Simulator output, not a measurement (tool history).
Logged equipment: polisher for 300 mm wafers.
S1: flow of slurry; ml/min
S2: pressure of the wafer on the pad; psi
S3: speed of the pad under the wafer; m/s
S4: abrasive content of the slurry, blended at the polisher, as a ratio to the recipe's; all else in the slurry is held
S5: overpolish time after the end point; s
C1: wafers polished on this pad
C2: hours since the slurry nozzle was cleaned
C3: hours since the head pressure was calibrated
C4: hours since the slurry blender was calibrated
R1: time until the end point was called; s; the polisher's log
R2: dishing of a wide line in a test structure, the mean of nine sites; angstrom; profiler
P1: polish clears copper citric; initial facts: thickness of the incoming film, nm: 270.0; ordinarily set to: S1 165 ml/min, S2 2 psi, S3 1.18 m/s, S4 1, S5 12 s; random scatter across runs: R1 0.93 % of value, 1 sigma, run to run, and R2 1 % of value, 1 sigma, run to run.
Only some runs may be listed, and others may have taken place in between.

run,hour,S1,S2,S3,S4,S5,C1,C2,C3,C4,R1,R2
1,4,165,2,1.18,1,12,386,431.8,229.6,119,132.03,159.39
2,9.6,165,2,1.18,0.5,12,433,437.4,235.2,124.6,150.23,138.3
3,13.8,165,2,0.54,1,20,469,441.6,239.4,128.8,276.71,130.14
4,19.6,165,2.8,1.18,1,12,518,447.4,245.2,134.6,96.121,210.31
5,25.5,165,1.5,1.18,1,12,568,453.3,251.1,140.5,176.42,123.18
6,31.6,165,2,1.18,1,12,619,459.4,257.2,146.6,131.39,157.28
7,36.8,165,2,1.18,1,18,664,464.6,262.4,151.8,133.43,220.5
8,42.2,165,2,1.18,1,6,709,470,267.8,157.2,134.42,85.648
9,46.8,165,2,1.5,1,12,748,474.6,272.4,161.8,105.39,189.73
10,49.8,165,2,1.18,1.25,12,774,477.6,275.4,164.8,124.15,162.92
11,53.3,165,2,1.18,1,12,803,481.1,278.9,168.3,131.75,155.77
12,57.7,165,2,1.18,1,12,841,485.5,283.3,172.7,131.89,157.68
13,63.8,100,2,1.18,1,12,892,491.6,289.4,178.8,145.91,145.57
14,67.4,235,2,1.18,1,12,923,495.2,293,182.4,126.8,162.41
15,71.2,165,2,0.8,1,12,955,499,296.8,186.2,190.33,114.21
16,75.5,165,2,1.18,1,12,991,503.3,301.1,190.5,132.87,159.6
17,81.4,165,2,1.18,1,12,1041,509.2,307,196.4,136.43,151.64
18,85.6,165,2,1.18,1,12,1077,513.4,311.2,200.6,141.52,152.49
# hour 88.2: worn pad replaced by a new one
# hour 89.6: head pressure recalibrated
19,91.5,165,2,1.18,1,12,28,519.3,2,206.5,142.19,147.41
20,94.3,165,2,1.18,1,12,52,522.1,4.8,209.3,139.55,151.55
21,99.1,165,2,1.18,1,12,92,526.9,9.6,214.1,141.42,151.75
22,104.4,165,2,1.18,1,12,137,532.2,14.9,219.4,143.46,148.21

P1 has crept away from where it was. The log is fitted equally well by each of these 2 causes, at the sizes shown:
A: slurry flow missing at the pad, % = 32.4
B: abrasive missing from the slurry, % = 29.9
The creep began at about hour 75.5.
Other possible causes, and why each is ruled out:
removal rate lost through wear of the pad, %: serviced at hour 88.2, after the change had begun; the process did not return to its earlier output
head's pressure below its setpoint, %: serviced at hour 89.6, after the change had begun; the process did not return to its earlier output

You are offered 4 check runs, listed below with question marks in place of their results; each one averages 5 wafers. Which run separates the listed causes by giving clearly different results for each?
check 1,109.7,165,2.6,1.18,1.2,12,,,,,?,?
check 2,109.7,165,2,1.18,1,17,,,,,?,?
check 3,109.7,165,2,1.46,1,12,,,,,?,?
check 4,109.7,110,2,1.18,1,12,,,,,?,?

Predicted outcomes, by check and by cause:
check,result,if A,if B
check 1,R1,106.07,106.24
check 1,R2,191.08,190.84
check 2,R1,142.44,142.42
check 2,R2,197.72,197.74
check 3,R1,115.8,115.78
check 3,R2,176.26,176.28
check 4,R1,159.03,153.94
check 4,R2,134.98,138.82
Per-check spread between the two closest causes, in the result where they differ most: check 1 0.16 %; check 2 0.01 %; check 3 0.01 %; check 4 3.25 %
Check 4 tells the causes apart: in the others they would give nearly the same result.

After running check 4, the following was obtained: R1 159.17 s; R2 134.3 angstrom. Which cause does this point to?

The correct cause is A, namely: slurry flow missing at the pad, %.

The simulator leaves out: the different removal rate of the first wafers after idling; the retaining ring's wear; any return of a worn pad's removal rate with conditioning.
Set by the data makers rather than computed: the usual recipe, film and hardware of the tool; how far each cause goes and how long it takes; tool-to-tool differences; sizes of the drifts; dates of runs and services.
